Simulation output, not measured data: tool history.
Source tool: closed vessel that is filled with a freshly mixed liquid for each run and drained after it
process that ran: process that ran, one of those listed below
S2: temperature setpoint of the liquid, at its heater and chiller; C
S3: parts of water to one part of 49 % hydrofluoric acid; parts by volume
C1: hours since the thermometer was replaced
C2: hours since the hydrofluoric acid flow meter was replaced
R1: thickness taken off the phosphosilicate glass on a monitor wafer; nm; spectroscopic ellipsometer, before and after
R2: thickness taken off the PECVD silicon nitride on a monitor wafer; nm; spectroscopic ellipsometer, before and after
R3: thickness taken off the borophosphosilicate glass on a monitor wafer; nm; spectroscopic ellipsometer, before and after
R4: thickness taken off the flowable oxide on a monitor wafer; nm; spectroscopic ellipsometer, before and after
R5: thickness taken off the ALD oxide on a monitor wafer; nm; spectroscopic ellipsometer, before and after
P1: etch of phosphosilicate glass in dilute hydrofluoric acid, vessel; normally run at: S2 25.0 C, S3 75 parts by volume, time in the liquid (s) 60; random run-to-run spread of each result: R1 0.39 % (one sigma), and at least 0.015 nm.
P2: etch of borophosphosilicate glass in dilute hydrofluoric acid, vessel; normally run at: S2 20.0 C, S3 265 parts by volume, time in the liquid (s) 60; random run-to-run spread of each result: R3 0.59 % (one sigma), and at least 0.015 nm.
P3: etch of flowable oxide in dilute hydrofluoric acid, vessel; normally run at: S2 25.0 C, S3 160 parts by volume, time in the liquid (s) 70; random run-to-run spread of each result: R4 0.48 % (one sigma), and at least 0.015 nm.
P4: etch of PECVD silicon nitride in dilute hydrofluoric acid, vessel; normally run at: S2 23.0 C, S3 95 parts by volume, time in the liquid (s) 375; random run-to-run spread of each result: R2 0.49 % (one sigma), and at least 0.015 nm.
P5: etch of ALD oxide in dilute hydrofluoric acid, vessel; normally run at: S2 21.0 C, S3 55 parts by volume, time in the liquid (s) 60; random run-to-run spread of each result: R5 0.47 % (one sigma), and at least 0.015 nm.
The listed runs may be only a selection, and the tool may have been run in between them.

Run 1, hour 3.7: process that ran P1, S2 25.0 C, S3 75 parts by volume, time in the liquid (s) 60; C1 595.8; C2 64.7. Result: R1 107.760 nm.
Run 2, hour 7.9: process that ran P1, S2 32.5 C, S3 25 parts by volume, time in the liquid (s) 60; C1 600.0; C2 68.9. Result: R1 463.440 nm.
Run 3, hour 10.0: process that ran P1, S2 25.0 C, S3 20 parts by volume, time in the liquid (s) 60; C1 602.1; C2 71.0. Result: R1 429.900 nm.
Run 4, hour 12.1: process that ran P4, S2 23.0 C, S3 20 parts by volume, time in the liquid (s) 375; C1 604.2; C2 73.1. Result: R2 78.3580 nm.
Run 5, hour 14.2: process that ran P2, S2 20.0 C, S3 265 parts by volume, time in the liquid (s) 100; C1 606.3; C2 75.2. Result: R3 8.9024 nm.
Run 6, hour 17.3: process that ran P3, S2 25.0 C, S3 160 parts by volume, time in the liquid (s) 70; C1 609.4; C2 78.3. Result: R4 9.5619 nm.
Run 7, hour 19.4: process that ran P5, S2 21.0 C, S3 55 parts by volume, time in the liquid (s) 60; C1 611.5; C2 80.4. Result: R5 17.6010 nm.
At hour 21.0: thermometer replaced.
Run 8, hour 23.2: process that ran P2, S2 20.0 C, S3 265 parts by volume, time in the liquid (s) 60; C1 2.3; C2 84.2. Result: R3 5.3062 nm.
Run 9, hour 27.0: process that ran P1, S2 20.5 C, S3 75 parts by volume, time in the liquid (s) 60; C1 6.1; C2 88.0. Result: R1 88.431 nm.
Run 10, hour 30.0: process that ran P5, S2 21.0 C, S3 55 parts by volume, time in the liquid (s) 30; C1 9.1; C2 91.0. Result: R5 8.7353 nm.
Run 11, hour 33.1: process that ran P4, S2 29.5 C, S3 95 parts by volume, time in the liquid (s) 375; C1 12.2; C2 94.1. Result: R2 26.2080 nm.
Run 12, hour 36.1: process that ran P1, S2 25.0 C, S3 75 parts by volume, time in the liquid (s) 60; C1 15.2; C2 97.1. Result: R1 107.800 nm.
Run 13, hour 39.3: process that ran P4, S2 23.0 C, S3 95 parts by volume, time in the liquid (s) 180; C1 18.4; C2 100.3. Result: R2 8.2308 nm.
Run 14, hour 42.3: process that ran P1, S2 32.5 C, S3 75 parts by volume, time in the liquid (s) 60; C1 21.4; C2 103.3. Result: R1 141.700 nm.
Run 15, hour 45.0: process that ran P5, S2 21.0 C, S3 35 parts by volume, time in the liquid (s) 60; C1 24.1; C2 106.0. Result: R5 28.1280 nm.
Run 16, hour 47.3: process that ran P3, S2 25.0 C, S3 245 parts by volume, time in the liquid (s) 70; C1 26.4; C2 108.3. Result: R4 5.6492 nm.
Run 17, hour 50.9: process that ran P1, S2 25.0 C, S3 75 parts by volume, time in the liquid (s) 30; C1 30.0; C2 111.9. Result: R1 53.464 nm.
Run 18, hour 54.9: process that ran P4, S2 23.0 C, S3 95 parts by volume, time in the liquid (s) 375; C1 34.0; C2 115.9. Result: R2 16.9800 nm.
Run 19, hour 56.8: process that ran P3, S2 20.5 C, S3 160 parts by volume, time in the liquid (s) 70; C1 35.9; C2 117.8. Result: R4 8.1260 nm.
Run 20, hour 60.6: process that ran P1, S2 25.0 C, S3 75 parts by volume, time in the liquid (s) 60; C1 39.7; C2 121.6. Result: R1 107.430 nm.
Run 21, hour 64.4: process that ran P5, S2 26.0 C, S3 55 parts by volume, time in the liquid (s) 60; C1 43.5; C2 125.4. Result: R5 21.6040 nm.
Run 22, hour 68.0: process that ran P3, S2 25.0 C, S3 160 parts by volume, time in the liquid (s) 110; C1 47.1; C2 129.0. Result: R4 14.9490 nm.
Run 23, hour 71.2: process that ran P2, S2 26.0 C, S3 265 parts by volume, time in the liquid (s) 60; C1 50.3; C2 132.2. Result: R3 6.5672 nm.
Run 24, hour 74.7: process that ran P1, S2 29.5 C, S3 20 parts by volume, time in the liquid (s) 60; C1 53.8; C2 135.7. Result: R1 517.520 nm.
Run 25, hour 76.6: process that ran P1, S2 25.0 C, S3 75 parts by volume, time in the liquid (s) 60; C1 55.7; C2 137.6. Result: R1 106.870 nm.
Run 26, hour 78.6: process that ran P2, S2 20.0 C, S3 380 parts by volume, time in the liquid (s) 60; C1 57.7; C2 139.6. Result: R3 3.3250 nm.
Run 27, hour 81.2: process that ran P1, S2 25.0 C, S3 130 parts by volume, time in the liquid (s) 110; C1 60.3; C2 142.2. Result: R1 104.640 nm.
Run 28, hour 84.6: process that ran P4, S2 23.0 C, S3 95 parts by volume, time in the liquid (s) 375; C1 63.7; C2 145.6. Result: R2 17.1240 nm.
Run 29, hour 88.4: process that ran P1, S2 25.0 C, S3 75 parts by volume, time in the liquid (s) 105; C1 67.5; C2 149.4. Result: R1 187.960 nm.
Run 30, hour 90.3: process that ran P1, S2 25.0 C, S3 115 parts by volume, time in the liquid (s) 60; C1 69.4; C2 151.3. Result: R1 65.926 nm.
Run 31, hour 94.5: process that ran P1, S2 25.0 C, S3 75 parts by volume, time in the liquid (s) 60; C1 73.6; C2 155.5. Result: R1 106.770 nm.
Run 32, hour 96.9: process that ran P1, S2 25.0 C, S3 75 parts by volume, time in the liquid (s) 60; C1 76.0; C2 157.9. Result: R1 104.190 nm.
Run 33, hour 100.7: process that ran P1, S2 25.0 C, S3 75 parts by volume, time in the liquid (s) 60; C1 79.8; C2 161.7. Result: R1 103.610 nm.
Run 34, hour 102.6: process that ran P1, S2 25.0 C, S3 75 parts by volume, time in the liquid (s) 60; C1 81.7; C2 163.6. Result: R1 102.580 nm.
Run 35, hour 105.5: process that ran P1, S2 25.0 C, S3 75 parts by volume, time in the liquid (s) 60; C1 84.6; C2 166.5. Result: R1 101.110 nm.
Run 36, hour 109.6: process that ran P1, S2 25.0 C, S3 75 parts by volume, time in the liquid (s) 60; C1 88.7; C2 170.6. Result: R1 101.580 nm.
Run 37, hour 112.4: process that ran P1, S2 25.0 C, S3 75 parts by volume, time in the liquid (s) 60; C1 91.5; C2 173.4. Result: R1 100.500 nm.
Run 38, hour 114.8: process that ran P1, S2 25.0 C, S3 75 parts by volume, time in the liquid (s) 60; C1 93.9; C2 175.8. Result: R1 100.350 nm.
Run 39, hour 118.9: process that ran P1, S2 25.0 C, S3 75 parts by volume, time in the liquid (s) 60; C1 98.0; C2 179.9. Result: R1 100.430 nm.
Run 40, hour 123.0: process that ran P1, S2 25.0 C, S3 75 parts by volume, time in the liquid (s) 60; C1 102.1; C2 184.0. Result: R1 100.830 nm.
Run 41, hour 125.4: process that ran P1, S2 25.0 C, S3 75 parts by volume, time in the liquid (s) 60; C1 104.5; C2 186.4. Result: R1 100.580 nm.
Run 42, hour 128.8: process that ran P1, S2 25.0 C, S3 75 parts by volume, time in the liquid (s) 60; C1 107.9; C2 189.8. Result: R1 99.722 nm.

P1 has crept away from where it was. The log is fitted equally well by each of these 2 causes, at the sizes shown:
A: hydrofluoric acid flow below the setpoint (%) = 5.8
B: liquid colder than its thermometer reads (K) = 1.63
Onset of the creep was near hour 94.5.

Of the 4 check runs listed below, each run on one wafer and each result written as a question mark, which would let you distinguish the listed causes because they would give clearly different results?
Run check 1, hour 132.2: process that ran P5, S2 21.0 C, S3 55 parts by volume, time in the liquid (s) 60. Result: R5 ?.
Run check 2, hour 132.2: process that ran P4, S2 23.0 C, S3 95 parts by volume, time in the liquid (s) 375. Result: R2 ?.
Run check 3, hour 132.2: process that ran P3, S2 25.0 C, S3 160 parts by volume, time in the liquid (s) 70. Result: R4 ?.
Run check 4, hour 132.2: process that ran P2, S2 20.0 C, S3 265 parts by volume, time in the liquid (s) 60. Result: R3 ?.

What each check would give under each cause:
  check  result     if A     if B
check 1      R5  16.4700  16.3890
check 2      R2  16.1990  15.4030
check 3      R4   8.9346   9.0179
check 4      R3   4.9230   4.9896
Gap, in per cent, between the two causes that each check separates least, read from the result that separates them most: check 1 0.49 %; check 2 5.04 %; check 3 0.93 %; check 4 1.34 %
The other checks would show nearly matching results whichever cause is true, so check 2 is the only one that separates the causes.

With check 2 done, the readings were: R2 15.3380 nm. Identify which of the listed causes applies.

The cause is B: liquid colder than its thermometer reads (K).
